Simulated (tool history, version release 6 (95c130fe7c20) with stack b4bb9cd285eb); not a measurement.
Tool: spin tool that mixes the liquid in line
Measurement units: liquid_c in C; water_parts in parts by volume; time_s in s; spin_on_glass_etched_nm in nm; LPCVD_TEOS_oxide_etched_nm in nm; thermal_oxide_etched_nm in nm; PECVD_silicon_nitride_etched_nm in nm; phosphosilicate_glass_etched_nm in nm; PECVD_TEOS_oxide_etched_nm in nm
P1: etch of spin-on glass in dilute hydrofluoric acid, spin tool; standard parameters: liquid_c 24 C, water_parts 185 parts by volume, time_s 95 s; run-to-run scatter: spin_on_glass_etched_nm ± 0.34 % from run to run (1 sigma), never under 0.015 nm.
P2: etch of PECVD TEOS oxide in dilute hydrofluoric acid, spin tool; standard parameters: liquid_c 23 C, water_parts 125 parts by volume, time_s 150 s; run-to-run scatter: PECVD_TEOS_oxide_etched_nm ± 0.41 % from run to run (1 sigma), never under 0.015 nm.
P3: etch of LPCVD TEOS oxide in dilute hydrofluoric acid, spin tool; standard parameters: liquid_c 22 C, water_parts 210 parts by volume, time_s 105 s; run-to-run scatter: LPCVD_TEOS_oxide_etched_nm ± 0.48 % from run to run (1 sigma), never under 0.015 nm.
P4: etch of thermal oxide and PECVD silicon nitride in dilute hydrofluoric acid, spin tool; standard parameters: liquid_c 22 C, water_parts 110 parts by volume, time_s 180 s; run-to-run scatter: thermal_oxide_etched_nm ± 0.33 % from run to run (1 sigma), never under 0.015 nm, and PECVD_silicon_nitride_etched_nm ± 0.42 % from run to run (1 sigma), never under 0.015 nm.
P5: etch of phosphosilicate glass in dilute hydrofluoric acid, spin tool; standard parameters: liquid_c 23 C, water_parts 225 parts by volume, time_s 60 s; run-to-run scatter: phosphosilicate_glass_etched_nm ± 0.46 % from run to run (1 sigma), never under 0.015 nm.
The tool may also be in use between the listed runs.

| run | hour | process | liquid_c | water_parts | time_s | hours since the thermometer was replaced | hours since the hydrofluoric acid flow meter was replaced | spin_on_glass_etched_nm | LPCVD_TEOS_oxide_etched_nm | thermal_oxide_etched_nm | PECVD_silicon_nitride_etched_nm | phosphosilicate_glass_etched_nm | PECVD_TEOS_oxide_etched_nm |
|---|---|---|---|---|---|---|---|---|---|---|---|---|---|
| 1 | 2.6 | P1 | 24 | 185 | 95 | 195.6 | 314.3 | 21.099 |  |  |  |  |  |
| 2 | 4.6 | P1 | 24 | 185 | 160 | 197.6 | 316.3 | 35.769 |  |  |  |  |  |
| 3 | 7.5 | P1 | 24 | 320 | 155 | 200.5 | 319.2 | 17.429 |  |  |  |  |  |
| 4 | 10.2 | P3 | 22 | 65 | 105 | 203.2 | 321.9 |  | 66.456 |  |  |  |  |
| 5 | 13.4 | P4 | 22 | 110 | 180 | 206.4 | 325.1 |  |  | 7.2497 | 4.8625 |  |  |
| 6 | 16.3 | P1 | 24 | 55 | 95 | 209.3 | 328 | 83.024 |  |  |  |  |  |
| 7 | 20.1 | P5 | 17 | 225 | 60 | 213.1 | 331.8 |  |  |  |  | 10.862 |  |
| 8 | 23.2 | P4 | 17 | 110 | 180 | 216.2 | 334.9 |  |  | 5.9172 | 3.4676 |  |  |
| 9 | 27 | P3 | 17 | 210 | 105 | 220 | 338.7 |  | 14.656 |  |  |  |  |
| 10 | 31.1 | P4 | 22 | 110 | 180 | 224.1 | 342.8 |  |  | 7.2034 | 4.8348 |  |  |
| 11 | 33.8 | P1 | 24 | 185 | 95 | 226.8 | 345.5 | 21.257 |  |  |  |  |  |
| 12 | 35.8 | P1 | 24 | 185 | 95 | 228.8 | 347.5 | 21.201 |  |  |  |  |  |
| 13 | 37.7 | P2 | 23 | 70 | 150 | 230.7 | 349.4 |  |  |  |  |  | 18.733 |
| 14 | 41 | P1 | 24 | 185 | 15 | 234 | 352.7 | 3.3725 |  |  |  |  |  |
| 15 | 44.1 | P5 | 23 | 225 | 115 | 237.1 | 355.8 |  |  |  |  | 26.358 |  |
| 16 | 47.8 | P2 | 23 | 125 | 150 | 240.8 | 359.5 |  |  |  |  |  | 9.7995 |
| 17 | 52 | P5 | 23 | 225 | 60 | 245 | 363.7 |  |  |  |  | 13.537 |  |
| 18 | 55.8 | P2 | 30 | 125 | 150 | 248.8 | 367.5 |  |  |  |  |  | 12.718 |
| 19 | 57.7 | P1 | 24 | 185 | 95 | 250.7 | 369.4 | 21.26 |  |  |  |  |  |
| 20 | 61.2 | P3 | 22 | 210 | 155 | 254.2 | 372.9 |  | 26.031 |  |  |  |  |
| 21 | 65 | P5 | 23 | 125 | 60 | 258 | 376.7 |  |  |  |  | 27.568 |  |
| 22 | 67 | P1 | 24 | 185 | 95 | 260 | 378.7 | 21.194 |  |  |  |  |  |
|  | 67.5 | thermometer replaced |
| 23 | 70.2 | P1 | 17 | 185 | 95 | 2.8 | 381.9 | 16.121 |  |  |  |  |  |
| 24 | 73.3 | P2 | 23 | 125 | 25 | 5.9 | 385 |  |  |  |  |  | 1.6491 |
| 25 | 76.1 | P1 | 24 | 185 | 95 | 8.7 | 387.8 | 21.143 |  |  |  |  |  |
| 26 | 78.3 | P1 | 24 | 280 | 95 | 10.9 | 390 | 12.675 |  |  |  |  |  |
| 27 | 82.1 | P1 | 30.5 | 185 | 95 | 14.7 | 393.8 | 26.69 |  |  |  |  |  |
| 28 | 86 | P3 | 22 | 210 | 105 | 18.6 | 397.7 |  | 17.818 |  |  |  |  |
| 29 | 89.6 | P4 | 22 | 110 | 15 | 22.2 | 401.3 |  |  | 0.60699 | 0.40235 |  |  |
| 30 | 93 | P4 | 22 | 190 | 180 | 25.6 | 404.7 |  |  | 3.8559 | 2.8429 |  |  |
| 31 | 95.5 | P1 | 24 | 185 | 95 | 28.1 | 407.2 | 21.184 |  |  |  |  |  |
| 32 | 99.4 | P1 | 24 | 185 | 95 | 32 | 411.1 | 21.906 |  |  |  |  |  |
| 33 | 103.1 | P1 | 24 | 185 | 95 | 35.7 | 414.8 | 22.031 |  |  |  |  |  |
| 34 | 105.5 | P1 | 24 | 185 | 95 | 38.1 | 417.2 | 22.433 |  |  |  |  |  |
| 35 | 109.7 | P1 | 24 | 185 | 95 | 42.3 | 421.4 | 22.525 |  |  |  |  |  |
| 36 | 112.1 | P1 | 24 | 185 | 95 | 44.7 | 423.8 | 22.666 |  |  |  |  |  |
| 37 | 114.7 | P1 | 24 | 185 | 95 | 47.3 | 426.4 | 22.553 |  |  |  |  |  |
| 38 | 117.9 | P1 | 24 | 185 | 95 | 50.5 | 429.6 | 22.771 |  |  |  |  |  |
| 39 | 122.2 | P1 | 24 | 185 | 95 | 54.8 | 433.9 | 22.993 |  |  |  |  |  |
| 40 | 125.2 | P1 | 24 | 185 | 95 | 57.8 | 436.9 | 22.921 |  |  |  |  |  |
| 41 | 129.2 | P1 | 24 | 185 | 95 | 61.8 | 440.9 | 23.036 |  |  |  |  |  |
| 42 | 133.4 | P1 | 24 | 185 | 95 | 66 | 445.1 | 22.933 |  |  |  |  |  |

What P1 gives has crept off from where it sat before. The 2 causes that follow fit the log equally well, each at the size noted:
A: hydrofluoric acid flow above the setpoint (%) = 6.97
B: liquid hotter than its thermometer reads (K) = 2.19
The process output started creeping at around hour 95.5.

The check runs listed below each take one wafer, and their results are still question marks. Under which run would the listed causes lead to clearly different results?
| check 1 | 137.6 | P3 | 22 | 210 | 105 |  |  |  | ? |  |  |  |  |
| check 2 | 137.6 | P5 | 23 | 225 | 60 |  |  |  |  |  |  | ? |  |
| check 3 | 137.6 | P4 | 22 | 110 | 180 |  |  |  |  | ? | ? |  |  |
| check 4 | 137.6 | P2 | 23 | 125 | 150 |  |  |  |  |  |  |  | ? |

How each check would come out, cause by cause:
| check | result | if A | if B |
|---|---|---|---|
| check 1 | LPCVD_TEOS_oxide_etched_nm | 19.226 | 19.223 |
| check 2 | phosphosilicate_glass_etched_nm | 14.869 | 14.826 |
| check 3 | thermal_oxide_etched_nm | 7.7962 | 7.8835 |
| check 3 | PECVD_silicon_nitride_etched_nm | 5.167 | 5.5896 |
| check 4 | PECVD_TEOS_oxide_etched_nm | 10.638 | 10.727 |
Per check, the gap between the least separated pair of causes, taken in the result that splits them most: check 1 0.01 %; check 2 0.29 %; check 3 7.86 %; check 4 0.83 %
Only check 3 tells the causes apart: in the others they would give nearly the same result.

Here is what check 3 returned: thermal_oxide_etched_nm 7.7971 nm; PECVD_silicon_nitride_etched_nm 5.1703 nm. Which cause is it?

The cause is A: hydrofluoric acid flow above the setpoint (%).

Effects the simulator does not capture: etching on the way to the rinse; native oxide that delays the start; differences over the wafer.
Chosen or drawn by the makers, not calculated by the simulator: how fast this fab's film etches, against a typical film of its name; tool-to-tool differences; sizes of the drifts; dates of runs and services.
